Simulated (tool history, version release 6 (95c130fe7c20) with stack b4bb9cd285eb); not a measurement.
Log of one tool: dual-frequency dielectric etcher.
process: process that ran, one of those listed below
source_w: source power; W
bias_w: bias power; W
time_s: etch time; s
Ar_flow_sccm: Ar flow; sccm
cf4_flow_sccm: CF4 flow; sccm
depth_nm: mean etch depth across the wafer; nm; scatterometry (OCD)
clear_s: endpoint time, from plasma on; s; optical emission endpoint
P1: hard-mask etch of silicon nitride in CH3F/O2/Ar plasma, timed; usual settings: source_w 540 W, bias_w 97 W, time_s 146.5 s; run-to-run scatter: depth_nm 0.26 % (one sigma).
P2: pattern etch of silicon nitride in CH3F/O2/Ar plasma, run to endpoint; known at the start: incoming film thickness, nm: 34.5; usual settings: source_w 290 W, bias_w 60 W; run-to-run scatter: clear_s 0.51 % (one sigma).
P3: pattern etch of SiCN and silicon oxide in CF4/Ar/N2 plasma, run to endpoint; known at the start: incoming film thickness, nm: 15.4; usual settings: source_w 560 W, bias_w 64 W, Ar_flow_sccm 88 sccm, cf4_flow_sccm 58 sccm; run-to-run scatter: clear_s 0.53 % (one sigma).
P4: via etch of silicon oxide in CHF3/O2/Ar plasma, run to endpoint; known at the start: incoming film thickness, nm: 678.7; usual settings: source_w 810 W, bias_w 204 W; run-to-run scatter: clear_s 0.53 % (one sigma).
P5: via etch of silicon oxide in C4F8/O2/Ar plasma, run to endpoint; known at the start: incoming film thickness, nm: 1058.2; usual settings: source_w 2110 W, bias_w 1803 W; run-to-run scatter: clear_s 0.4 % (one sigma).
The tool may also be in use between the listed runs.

| run | hour | process | source_w | bias_w | time_s | Ar_flow_sccm | cf4_flow_sccm | depth_nm | clear_s |
|---|---|---|---|---|---|---|---|---|---|
| 1 | 9.4 | P1 | 540 | 97 | 146.5 |  |  | 128.380 |  |
| 2 | 15.8 | P3 | 560 | 64 |  | 88 | 58 |  | 15.485 |
| 3 | 20.7 | P3 | 770 | 64 |  | 88 | 58 |  | 11.761 |
|  | 26.6 | source power generator calibrated |
| 4 | 28.7 | P1 | 540 | 97 | 96.0 |  |  | 84.442 |  |
| 5 | 38.5 | P1 | 540 | 78 | 207.5 |  |  | 168.820 |  |
| 6 | 47.6 | P1 | 540 | 71 | 146.5 |  |  | 115.370 |  |
| 7 | 56.0 | P1 | 540 | 129 | 146.5 |  |  | 142.340 |  |
| 8 | 62.8 | P2 | 230 | 60 |  |  |  |  | 67.444 |
| 9 | 68.8 | P5 | 1380 | 1803 |  |  |  |  | 243.440 |
| 10 | 77.2 | P1 | 420 | 97 | 146.5 |  |  | 116.940 |  |
| 11 | 84.2 | P1 | 540 | 97 | 146.5 |  |  | 128.940 |  |
| 12 | 91.4 | P5 | 2110 | 1803 |  |  |  |  | 206.170 |
| 13 | 97.9 | P2 | 290 | 36 |  |  |  |  | 72.534 |
| 14 | 105.0 | P4 | 810 | 204 |  |  |  |  | 283.470 |
| 15 | 111.0 | P1 | 540 | 97 | 146.5 |  |  | 128.130 |  |
| 16 | 116.0 | P1 | 540 | 97 | 207.5 |  |  | 181.970 |  |
| 17 | 122.6 | P1 | 540 | 97 | 146.5 |  |  | 128.620 |  |
| 18 | 132.0 | P1 | 380 | 61 | 146.5 |  |  | 96.094 |  |
| 19 | 139.9 | P4 | 810 | 140 |  |  |  |  | 318.600 |
| 20 | 144.2 | P3 | 560 | 64 |  | 121 | 58 |  | 16.369 |
| 21 | 150.0 | P1 | 350 | 97 | 115.5 |  |  | 86.057 |  |
| 22 | 156.6 | P3 | 560 | 64 |  | 88 | 71 |  | 15.023 |
| 23 | 163.5 | P4 | 1000 | 204 |  |  |  |  | 262.390 |
| 24 | 168.3 | P1 | 770 | 97 | 146.5 |  |  | 147.090 |  |
| 25 | 174.3 | P1 | 540 | 97 | 146.5 |  |  | 128.440 |  |
| 26 | 184.1 | P2 | 290 | 60 |  |  |  |  | 61.715 |
| 27 | 189.8 | P5 | 2110 | 2191 |  |  |  |  | 196.930 |
| 28 | 197.1 | P3 | 560 | 78 |  | 88 | 58 |  | 14.475 |
| 29 | 202.9 | P1 | 540 | 97 | 146.5 |  |  | 128.700 |  |
| 30 | 210.3 | P1 | 540 | 97 | 146.5 |  |  | 126.970 |  |
| 31 | 219.5 | P1 | 540 | 97 | 146.5 |  |  | 127.300 |  |
|  | 226.7 | wet clean of the chamber |
| 32 | 228.4 | P1 | 540 | 97 | 146.5 |  |  | 126.530 |  |
| 33 | 235.8 | P1 | 540 | 97 | 146.5 |  |  | 126.390 |  |
| 34 | 243.0 | P1 | 540 | 97 | 146.5 |  |  | 126.530 |  |
| 35 | 250.4 | P1 | 540 | 97 | 146.5 |  |  | 126.820 |  |
| 36 | 256.2 | P1 | 540 | 97 | 146.5 |  |  | 126.110 |  |

What P1 gives has crept away from where it was. These 2 causes fit the log equally well, each at the size given:
A: bias power that arrives under what is set, % = 4.59
B: source power that arrives under what is set, % = 4.37
The creep began at about hour 202.9.
Why every other cause is out:
chamber walls in a state that lowers the etch rate, %: serviced at hour 226.7, which brought nothing back

4 check runs are offered, each on 3 wafers whose results are averaged, their results left as question marks. Which one tells the causes apart?
| check 1 | 262.0 | P2 | 290 | 60 |  |  |  |  | ? |
| check 2 | 262.0 | P4 | 810 | 204 |  |  |  |  | ? |
| check 3 | 262.0 | P3 | 560 | 64 |  | 88 | 58 |  | ? |
| check 4 | 262.0 | P5 | 2110 | 1803 |  |  |  |  | ? |

What each check would give under each cause:
| check | result | if A | if B |
|---|---|---|---|
| check 1 | clear_s | 62.755 | 62.834 |
| check 2 | clear_s | 287.900 | 288.260 |
| check 3 | clear_s | 15.701 | 16.088 |
| check 4 | clear_s | 209.660 | 210.700 |
How far apart the two closest causes lie, in the result that separates them most: check 1 0.13 %; check 2 0.13 %; check 3 2.44 %; check 4 0.5 %
Only check 3 tells the causes apart: in the others they would give nearly the same result.

Then check 3 was run and gave: clear_s 16.113 s. Which cause is it?

It is B: source power that arrives under what is set, %.

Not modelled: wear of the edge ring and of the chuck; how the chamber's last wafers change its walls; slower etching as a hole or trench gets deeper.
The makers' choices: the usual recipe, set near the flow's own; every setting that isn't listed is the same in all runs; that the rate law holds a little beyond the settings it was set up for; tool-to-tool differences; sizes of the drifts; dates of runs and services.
